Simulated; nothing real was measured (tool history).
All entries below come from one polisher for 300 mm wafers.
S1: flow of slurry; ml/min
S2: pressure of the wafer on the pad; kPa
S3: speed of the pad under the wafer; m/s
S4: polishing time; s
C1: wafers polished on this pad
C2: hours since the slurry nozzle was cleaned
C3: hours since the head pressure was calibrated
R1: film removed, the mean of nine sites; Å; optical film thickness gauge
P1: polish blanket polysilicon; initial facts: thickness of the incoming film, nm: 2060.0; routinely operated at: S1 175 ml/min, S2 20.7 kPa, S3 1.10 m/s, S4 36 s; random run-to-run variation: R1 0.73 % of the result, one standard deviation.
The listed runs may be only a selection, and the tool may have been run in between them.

| run | hour | S1 | S2 | S3 | S4 | C1 | C2 | C3 | R1 |
|---|---|---|---|---|---|---|---|---|---|
| 1 | 12.0 | 175 | 20.7 | 1.10 | 36 | 727 | 209.7 | 134.6 | 3719.9 |
| 2 | 25.5 | 125 | 20.7 | 1.10 | 25 | 924 | 223.2 | 148.1 | 2437.7 |
| 3 | 33.3 | 175 | 20.7 | 1.10 | 46 | 1037 | 231.0 | 155.9 | 4844.7 |
| 4 | 43.5 | 175 | 20.7 | 1.10 | 36 | 1186 | 241.2 | 166.1 | 3794.5 |
| 5 | 56.2 | 175 | 11.7 | 1.10 | 36 | 1371 | 253.9 | 178.8 | 2141.0 |
| 6 | 64.2 | 175 | 20.7 | 1.10 | 36 | 1488 | 261.9 | 186.8 | 3787.8 |
| 7 | 73.1 | 175 | 20.7 | 0.62 | 36 | 1617 | 270.8 | 195.7 | 2134.9 |
| 8 | 83.0 | 175 | 20.7 | 1.10 | 16 | 1762 | 280.7 | 205.6 | 1663.3 |
| 9 | 94.7 | 120 | 20.7 | 0.84 | 36 | 1932 | 292.4 | 217.3 | 2706.1 |
| 10 | 108.2 | 175 | 20.7 | 1.72 | 36 | 2129 | 305.9 | 230.8 | 5883.7 |
| 11 | 121.2 | 175 | 20.7 | 1.10 | 36 | 2318 | 318.9 | 243.8 | 3824.3 |
| 12 | 132.1 | 265 | 20.7 | 1.10 | 36 | 2477 | 329.8 | 254.7 | 3980.1 |
| 13 | 145.5 | 175 | 31.0 | 1.10 | 36 | 2673 | 343.2 | 268.1 | 5682.7 |
| 14 | 158.4 | 110 | 20.7 | 1.10 | 36 | 2861 | 356.1 | 281.0 | 3453.6 |
| 15 | 165.5 | 175 | 20.7 | 1.10 | 36 | 2964 | 363.2 | 288.1 | 3815.7 |
| 16 | 177.4 | 175 | 20.7 | 1.10 | 36 | 3137 | 375.1 | 300.0 | 3673.8 |
| 17 | 183.7 | 175 | 20.7 | 1.10 | 36 | 3229 | 381.4 | 306.3 | 3637.6 |
| 18 | 190.9 | 175 | 20.7 | 1.10 | 36 | 3334 | 388.6 | 313.5 | 3579.0 |
| 19 | 203.8 | 175 | 20.7 | 1.10 | 36 | 3522 | 401.5 | 326.4 | 3570.7 |
| 20 | 211.3 | 175 | 20.7 | 1.10 | 36 | 3632 | 409.0 | 333.9 | 3534.9 |
| 21 | 224.4 | 175 | 20.7 | 1.10 | 36 | 3822 | 422.1 | 347.0 | 3495.7 |
|  | 231.4 | head pressure recalibrated |
| 22 | 237.6 | 175 | 20.7 | 1.10 | 36 | 4015 | 435.3 | 6.3 | 3469.1 |
| 23 | 250.2 | 175 | 20.7 | 1.10 | 36 | 4198 | 447.9 | 18.9 | 3508.1 |
| 24 | 259.7 | 175 | 20.7 | 1.10 | 36 | 4337 | 457.4 | 28.4 | 3477.1 |

P1 no longer gives what it gave before; its output has crept away from where it was. The following 2 causes, each at its listed size, fit the log equally well:
A: slurry flow missing at the pad, % = 34.8
B: removal rate lost through wear of the pad, % = 7.58
The onset of the drift is placed at about hour 165.5.
What rules out each remaining cause:
head's pressure below its setpoint, %: was serviced at hour 231.4, once the creep was under way, yet the earlier output never came back

4 check runs are offered, each on 3 wafers whose results are averaged, their results left as question marks. Which one tells the causes apart?
| check 1 | 269.2 | 175 | 15.9 | 1.70 | 36 |  |  |  | ? |
| check 2 | 269.2 | 120 | 20.7 | 1.10 | 16 |  |  |  | ? |
| check 3 | 269.2 | 175 | 20.7 | 1.52 | 27 |  |  |  | ? |
| check 4 | 269.2 | 175 | 28.3 | 1.10 | 17 |  |  |  | ? |

Predicted outcomes, by check and by cause:
| check | result | if A | if B |
|---|---|---|---|
| check 1 | R1 | 4135.1 | 4135.3 |
| check 2 | R1 | 1404.1 | 1449.3 |
| check 3 | R1 | 3616.9 | 3617.1 |
| check 4 | R1 | 2252.3 | 2252.4 |
Per check, the gap between the least separated pair of causes, taken in the result that splits them most: check 1 0.01 %; check 2 3.17 %; check 3 0.01 %; check 4 0.01 %
The other checks would show nearly matching results whichever cause is true, so check 2 is the only one that separates the causes.

The results of check 2 are: R1 1397.3 Å. Based on these, which of the listed causes is it?

It is A: slurry flow missing at the pad, %.
